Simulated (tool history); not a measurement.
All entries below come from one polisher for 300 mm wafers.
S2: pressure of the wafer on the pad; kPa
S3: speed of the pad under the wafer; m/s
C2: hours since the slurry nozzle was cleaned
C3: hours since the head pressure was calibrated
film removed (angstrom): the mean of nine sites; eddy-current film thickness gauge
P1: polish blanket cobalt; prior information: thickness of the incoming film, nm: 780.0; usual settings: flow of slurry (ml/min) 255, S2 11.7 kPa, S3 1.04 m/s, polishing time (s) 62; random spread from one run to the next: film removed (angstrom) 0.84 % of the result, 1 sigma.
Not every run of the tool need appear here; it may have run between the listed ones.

{"run": 1, "day": 0.354, "flow of slurry (ml/min)": 255, "S2": 11.7, "S3": 1.04, "polishing time (s)": 62, "wafers polished on this pad": 580, "C2": 130.6, "C3": 592, "film removed (angstrom)": 3017.7}
{"run": 2, "day": 0.683, "flow of slurry (ml/min)": 255, "S2": 11.7, "S3": 1.54, "polishing time (s)": 62, "wafers polished on this pad": 624, "C2": 138.5, "C3": 599.9, "film removed (angstrom)": 4501.7}
{"run": 3, "day": 0.938, "flow of slurry (ml/min)": 255, "S2": 11.7, "S3": 0.54, "polishing time (s)": 62, "wafers polished on this pad": 658, "C2": 144.6, "C3": 606, "film removed (angstrom)": 1561.5}
{"run": 4, "day": 1.312, "flow of slurry (ml/min)": 255, "S2": 11.7, "S3": 1.04, "polishing time (s)": 62, "wafers polished on this pad": 708, "C2": 153.6, "C3": 615, "film removed (angstrom)": 3033.4}
{"run": 5, "day": 1.742, "flow of slurry (ml/min)": 255, "S2": 11.7, "S3": 1.04, "polishing time (s)": 62, "wafers polished on this pad": 766, "C2": 163.9, "C3": 625.3, "film removed (angstrom)": 2971.7}
{"run": 6, "day": 2.008, "flow of slurry (ml/min)": 255, "S2": 11.7, "S3": 1.04, "polishing time (s)": 28, "wafers polished on this pad": 802, "C2": 170.3, "C3": 631.7, "film removed (angstrom)": 1358.7}
{"run": 7, "day": 2.367, "flow of slurry (ml/min)": 155, "S2": 11.7, "S3": 1.04, "polishing time (s)": 97, "wafers polished on this pad": 850, "C2": 178.9, "C3": 640.3, "film removed (angstrom)": 4465.4}
{"run": 8, "day": 2.612, "flow of slurry (ml/min)": 255, "S2": 5.5, "S3": 1.04, "polishing time (s)": 62, "wafers polished on this pad": 883, "C2": 184.8, "C3": 646.2, "film removed (angstrom)": 1426.9}
{"run": 9, "day": 3.046, "flow of slurry (ml/min)": 155, "S2": 11.7, "S3": 1.04, "polishing time (s)": 62, "wafers polished on this pad": 941, "C2": 195.2, "C3": 656.6, "film removed (angstrom)": 2810.2}
{"run": 10, "day": 3.312, "flow of slurry (ml/min)": 255, "S2": 11.7, "S3": 1.04, "polishing time (s)": 62, "wafers polished on this pad": 977, "C2": 201.6, "C3": 663, "film removed (angstrom)": 3051.5}
{"run": 11, "day": 3.696, "flow of slurry (ml/min)": 255, "S2": 11.7, "S3": 1.04, "polishing time (s)": 62, "wafers polished on this pad": 1028, "C2": 210.8, "C3": 672.2, "film removed (angstrom)": 3090.2}
{"run": 12, "day": 4.154, "flow of slurry (ml/min)": 255, "S2": 11.7, "S3": 1.04, "polishing time (s)": 85, "wafers polished on this pad": 1090, "C2": 221.8, "C3": 683.2, "film removed (angstrom)": 4205.1}
{"day": 4.367, "done": "slurry nozzle cleaned"}
{"run": 13, "day": 4.367, "flow of slurry (ml/min)": 255, "S2": 16.5, "S3": 1.04, "polishing time (s)": 62, "wafers polished on this pad": 1118, "C2": 0, "C3": 688.3, "film removed (angstrom)": 4306.1}
{"run": 14, "day": 4.746, "flow of slurry (ml/min)": 325, "S2": 11.7, "S3": 1.04, "polishing time (s)": 62, "wafers polished on this pad": 1169, "C2": 9.1, "C3": 697.4, "film removed (angstrom)": 3087}
{"run": 15, "day": 5.217, "flow of slurry (ml/min)": 255, "S2": 11.7, "S3": 1.04, "polishing time (s)": 62, "wafers polished on this pad": 1232, "C2": 20.4, "C3": 708.7, "film removed (angstrom)": 3032.6}
{"run": 16, "day": 5.492, "flow of slurry (ml/min)": 255, "S2": 11.7, "S3": 1.04, "polishing time (s)": 62, "wafers polished on this pad": 1269, "C2": 27, "C3": 715.3, "film removed (angstrom)": 2982.1}
{"run": 17, "day": 5.738, "flow of slurry (ml/min)": 255, "S2": 11.7, "S3": 1.04, "polishing time (s)": 62, "wafers polished on this pad": 1302, "C2": 32.9, "C3": 721.2, "film removed (angstrom)": 2972.9}
{"run": 18, "day": 5.988, "flow of slurry (ml/min)": 255, "S2": 11.7, "S3": 1.04, "polishing time (s)": 62, "wafers polished on this pad": 1336, "C2": 38.9, "C3": 727.2, "film removed (angstrom)": 2881}
{"run": 19, "day": 6.279, "flow of slurry (ml/min)": 255, "S2": 11.7, "S3": 1.04, "polishing time (s)": 62, "wafers polished on this pad": 1375, "C2": 45.9, "C3": 734.2, "film removed (angstrom)": 2879.2}
{"day": 6.575, "done": "head pressure recalibrated"}
{"run": 20, "day": 6.617, "flow of slurry (ml/min)": 255, "S2": 11.7, "S3": 1.04, "polishing time (s)": 62, "wafers polished on this pad": 1420, "C2": 54, "C3": 1, "film removed (angstrom)": 2871.6}
{"run": 21, "day": 7.042, "flow of slurry (ml/min)": 255, "S2": 11.7, "S3": 1.04, "polishing time (s)": 62, "wafers polished on this pad": 1477, "C2": 64.2, "C3": 11.2, "film removed (angstrom)": 2892.3}
{"run": 22, "day": 7.258, "flow of slurry (ml/min)": 255, "S2": 11.7, "S3": 1.04, "polishing time (s)": 62, "wafers polished on this pad": 1506, "C2": 69.4, "C3": 16.4, "film removed (angstrom)": 2860.5}
{"run": 23, "day": 7.521, "flow of slurry (ml/min)": 255, "S2": 11.7, "S3": 1.04, "polishing time (s)": 62, "wafers polished on this pad": 1542, "C2": 75.7, "C3": 22.7, "film removed (angstrom)": 2875.4}

The log shows P1 creeping away from where it was. Any of the 2 causes listed here, at the size stated for it, fits the log just as well as the others:
A: removal rate lost through wear of the pad, % = 5.43
B: slurry flow missing at the pad, % = 35
The process output started creeping at around day 5.217.
Every other cause this tool's parts could produce, and why it does not fit the log:
head's pressure below its setpoint, %: was serviced at day 6.575, once the creep was under way, yet the earlier output never came back

The 4 check runs listed below each average the results of 5 wafers, and their outcomes are marked with question marks. Under which run would the listed causes produce clearly different results?
{"run": "check 1", "day": 7.783, "flow of slurry (ml/min)": 155, "S2": 5.5, "S3": 1.04, "polishing time (s)": 62, "film removed (angstrom)": "?"}
{"run": "check 2", "day": 7.783, "flow of slurry (ml/min)": 255, "S2": 11.7, "S3": 0.6, "polishing time (s)": 62, "film removed (angstrom)": "?"}
{"run": "check 3", "day": 7.783, "flow of slurry (ml/min)": 255, "S2": 7.6, "S3": 1.04, "polishing time (s)": 62, "film removed (angstrom)": "?"}
{"run": "check 4", "day": 7.783, "flow of slurry (ml/min)": 255, "S2": 11.7, "S3": 1.4, "polishing time (s)": 43, "film removed (angstrom)": "?"}

Expected result of each check under each candidate cause:
check=check_1 result=film_removed_(angstrom) if_A=1263.2 if_B=1222.6
check=check_2 result=film_removed_(angstrom) if_A=1655.7 if_B=1655.6
check=check_3 result=film_removed_(angstrom) if_A=1857 if_B=1856.8
check=check_4 result=film_removed_(angstrom) if_A=2679.3 if_B=2679.2
Smallest distance between any two causes, each pair judged by its most separating result, in per cent: check 1 3.27 %; check 2 0.01 %; check 3 0.01 %; check 4 0.01 %
Only check 1 tells the causes apart: in the others they would give nearly the same result.

Running check 1 produced the following: film removed (angstrom) 1227.1. Which one of the listed causes fits?

The correct cause is B, namely: slurry flow missing at the pad, %.

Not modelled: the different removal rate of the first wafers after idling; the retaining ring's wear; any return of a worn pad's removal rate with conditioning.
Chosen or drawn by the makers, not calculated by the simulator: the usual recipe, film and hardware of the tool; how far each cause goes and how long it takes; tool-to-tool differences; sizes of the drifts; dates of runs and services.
